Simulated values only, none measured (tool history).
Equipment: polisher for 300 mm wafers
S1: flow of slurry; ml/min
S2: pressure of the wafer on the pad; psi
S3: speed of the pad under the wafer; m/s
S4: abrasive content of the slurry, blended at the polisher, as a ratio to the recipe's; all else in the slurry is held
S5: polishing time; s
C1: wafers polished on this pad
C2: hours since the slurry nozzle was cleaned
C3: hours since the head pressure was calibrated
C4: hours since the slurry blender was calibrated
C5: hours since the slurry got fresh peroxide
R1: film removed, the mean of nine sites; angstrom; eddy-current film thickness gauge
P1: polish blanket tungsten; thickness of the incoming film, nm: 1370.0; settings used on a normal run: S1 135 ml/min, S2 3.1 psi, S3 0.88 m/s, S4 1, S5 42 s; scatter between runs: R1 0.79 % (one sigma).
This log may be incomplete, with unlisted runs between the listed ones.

{"run": 1, "hour": 16.4, "S1": 135, "S2": 3.1, "S3": 0.88, "S4": 1, "S5": 42, "C1": 553, "C2": 413.5, "C3": 73.6, "C4": 79.9, "C5": 32.3, "R1": 1553.7}
{"run": 2, "hour": 32.0, "S1": 200, "S2": 3.1, "S3": 0.88, "S4": 1, "S5": 42, "C1": 707, "C2": 429.1, "C3": 89.2, "C4": 95.5, "C5": 47.9, "R1": 1648.9}
{"run": 3, "hour": 46.2, "S1": 135, "S2": 3.1, "S3": 0.88, "S4": 1, "S5": 42, "C1": 847, "C2": 443.3, "C3": 103.4, "C4": 109.7, "C5": 62.1, "R1": 1541.7}
{"run": 4, "hour": 59.3, "S1": 135, "S2": 3.1, "S3": 0.88, "S4": 0.55, "S5": 42, "C1": 977, "C2": 456.4, "C3": 116.5, "C4": 122.8, "C5": 75.2, "R1": 1337.4}
{"run": 5, "hour": 72.7, "S1": 135, "S2": 3.1, "S3": 1.28, "S4": 1, "S5": 42, "C1": 1109, "C2": 469.8, "C3": 129.9, "C4": 136.2, "C5": 88.6, "R1": 2243}
{"run": 6, "hour": 85.2, "S1": 135, "S2": 3.1, "S3": 0.52, "S4": 1, "S5": 42, "C1": 1233, "C2": 482.3, "C3": 142.4, "C4": 148.7, "C5": 101.1, "R1": 905.25}
{"run": 7, "hour": 95.4, "S1": 135, "S2": 1.4, "S3": 0.88, "S4": 1, "S5": 42, "C1": 1334, "C2": 492.5, "C3": 152.6, "C4": 158.9, "C5": 111.3, "R1": 699.75}
{"run": 8, "hour": 113.4, "S1": 80, "S2": 3.1, "S3": 1.3, "S4": 1, "S5": 42, "C1": 1512, "C2": 510.5, "C3": 170.6, "C4": 176.9, "C5": 129.3, "R1": 2014}
{"hour": 115.9, "done": "slurry nozzle cleaned"}
{"run": 9, "hour": 127.4, "S1": 80, "S2": 3.1, "S3": 0.88, "S4": 1, "S5": 42, "C1": 1650, "C2": 11.6, "C3": 184.6, "C4": 190.9, "C5": 143.3, "R1": 1377.4}
{"run": 10, "hour": 141.8, "S1": 175, "S2": 1.5, "S3": 0.88, "S4": 1, "S5": 42, "C1": 1792, "C2": 26, "C3": 199, "C4": 205.3, "C5": 157.7, "R1": 776.43}
{"run": 11, "hour": 151.6, "S1": 135, "S2": 3.1, "S3": 0.88, "S4": 1, "S5": 42, "C1": 1889, "C2": 35.8, "C3": 208.8, "C4": 215.1, "C5": 167.5, "R1": 1538.7}
{"run": 12, "hour": 170.6, "S1": 135, "S2": 4.7, "S3": 0.88, "S4": 1, "S5": 42, "C1": 2077, "C2": 54.8, "C3": 227.8, "C4": 234.1, "C5": 186.5, "R1": 2355.5}
{"run": 13, "hour": 181.0, "S1": 135, "S2": 3.1, "S3": 0.88, "S4": 1, "S5": 42, "C1": 2180, "C2": 65.2, "C3": 238.2, "C4": 244.5, "C5": 196.9, "R1": 1565.7}
{"run": 14, "hour": 191.7, "S1": 135, "S2": 3.1, "S3": 0.88, "S4": 1.45, "S5": 42, "C1": 2285, "C2": 75.9, "C3": 248.9, "C4": 255.2, "C5": 207.6, "R1": 1689.3}
{"run": 15, "hour": 202.2, "S1": 135, "S2": 3.1, "S3": 0.88, "S4": 1, "S5": 42, "C1": 2389, "C2": 86.4, "C3": 259.4, "C4": 265.7, "C5": 218.1, "R1": 1522.2}
{"run": 16, "hour": 214.6, "S1": 135, "S2": 3.1, "S3": 0.88, "S4": 1, "S5": 59, "C1": 2512, "C2": 98.8, "C3": 271.8, "C4": 278.1, "C5": 230.5, "R1": 2182.8}
{"run": 17, "hour": 233.0, "S1": 135, "S2": 3.1, "S3": 0.88, "S4": 1, "S5": 19, "C1": 2694, "C2": 117.2, "C3": 290.2, "C4": 296.5, "C5": 248.9, "R1": 703.55}
{"run": 18, "hour": 244.8, "S1": 135, "S2": 3.1, "S3": 0.88, "S4": 1, "S5": 42, "C1": 2810, "C2": 129, "C3": 302, "C4": 308.3, "C5": 260.7, "R1": 1530.4}
{"run": 19, "hour": 260.4, "S1": 135, "S2": 1.5, "S3": 0.88, "S4": 1.4, "S5": 42, "C1": 2965, "C2": 144.6, "C3": 317.6, "C4": 323.9, "C5": 276.3, "R1": 818.24}
{"run": 20, "hour": 269.3, "S1": 135, "S2": 3.1, "S3": 0.88, "S4": 1, "S5": 42, "C1": 3052, "C2": 153.5, "C3": 326.5, "C4": 332.8, "C5": 285.2, "R1": 1540.4}
{"run": 21, "hour": 285.7, "S1": 135, "S2": 3.1, "S3": 0.88, "S4": 1, "S5": 42, "C1": 3215, "C2": 169.9, "C3": 342.9, "C4": 349.2, "C5": 301.6, "R1": 1460.7}
{"run": 22, "hour": 297.7, "S1": 135, "S2": 3.1, "S3": 0.88, "S4": 1, "S5": 42, "C1": 3333, "C2": 181.9, "C3": 354.9, "C4": 361.2, "C5": 313.6, "R1": 1431.3}
{"hour": 315.2, "done": "slurry blender recalibrated"}
{"run": 23, "hour": 315.9, "S1": 135, "S2": 3.1, "S3": 0.88, "S4": 1, "S5": 42, "C1": 3513, "C2": 200.1, "C3": 373.1, "C4": 0.8, "C5": 331.8, "R1": 1412.8}
{"run": 24, "hour": 335.3, "S1": 135, "S2": 3.1, "S3": 0.88, "S4": 1, "S5": 42, "C1": 3705, "C2": 219.5, "C3": 392.5, "C4": 20.2, "C5": 351.2, "R1": 1402.6}
{"hour": 346.4, "done": "head pressure recalibrated"}
{"run": 25, "hour": 349.3, "S1": 135, "S2": 3.1, "S3": 0.88, "S4": 1, "S5": 42, "C1": 3843, "C2": 233.5, "C3": 2.9, "C4": 34.2, "C5": 365.2, "R1": 1384.8}
{"hour": 354.4, "done": "slurry tank refilled with fresh slurry and peroxide"}
{"run": 26, "hour": 361.7, "S1": 135, "S2": 3.1, "S3": 0.88, "S4": 1, "S5": 42, "C1": 3966, "C2": 245.9, "C3": 15.3, "C4": 46.6, "C5": 7.4, "R1": 1377.2}
{"run": 27, "hour": 379.7, "S1": 135, "S2": 3.1, "S3": 0.88, "S4": 1, "S5": 42, "C1": 4144, "C2": 263.9, "C3": 33.3, "C4": 64.6, "C5": 25.4, "R1": 1400.5}
{"run": 28, "hour": 388.1, "S1": 135, "S2": 3.1, "S3": 0.88, "S4": 1, "S5": 42, "C1": 4227, "C2": 272.3, "C3": 41.7, "C4": 73, "C5": 33.8, "R1": 1385.2}

The output of P1 has drifted from where it used to be. Each of the 2 causes below, taken at the size shown beside it, accounts for the log equally well:
A: slurry flow missing at the pad, % = 36.9
B: removal rate lost through wear of the pad, % = 10.3
The onset of the drift is placed at about hour 269.3.
Ruled out, with reasons:
head's pressure below its setpoint, %: serviced at hour 346.4, after the drift had started, without restoring the earlier output
abrasive missing from the slurry, %: serviced at hour 315.2, after the drift had started, without restoring the earlier output
peroxide lost from the slurry, %: serviced at hour 354.4, after the drift had started, without restoring the earlier output

The check runs listed below each take one wafer, and their results are still question marks. Under which run would the listed causes lead to clearly different results?
{"run": "check 1", "hour": 396.5, "S1": 135, "S2": 4.6, "S3": 0.88, "S4": 1, "S5": 42, "R1": "?"}
{"run": "check 2", "hour": 396.5, "S1": 135, "S2": 1.4, "S3": 0.62, "S4": 1, "S5": 42, "R1": "?"}
{"run": "check 3", "hour": 396.5, "S1": 135, "S2": 3.1, "S3": 0.88, "S4": 1.45, "S5": 19, "R1": "?"}
{"run": "check 4", "hour": 396.5, "S1": 80, "S2": 3.1, "S3": 1.24, "S4": 1, "S5": 42, "R1": "?"}

What each check would give under each cause:
check=check_1 result=R1 if_A=2057.2 if_B=2057.4
check=check_2 result=R1 if_A=441.12 if_B=441.16
check=check_3 result=R1 if_A=685.84 if_B=685.9
check=check_4 result=R1 if_A=1618.5 if_B=1720.1
Distance between the nearest two causes, measured in the result of the check that separates them most: check 1 0.01 %; check 2 0.01 %; check 3 0.01 %; check 4 6.09 %
Only check 4 tells the causes apart: in the others they would give nearly the same result.

Check 4 was carried out, with these results: R1 1714.4 angstrom. Which of the listed causes is responsible?

The correct cause is B, namely: removal rate lost through wear of the pad, %.
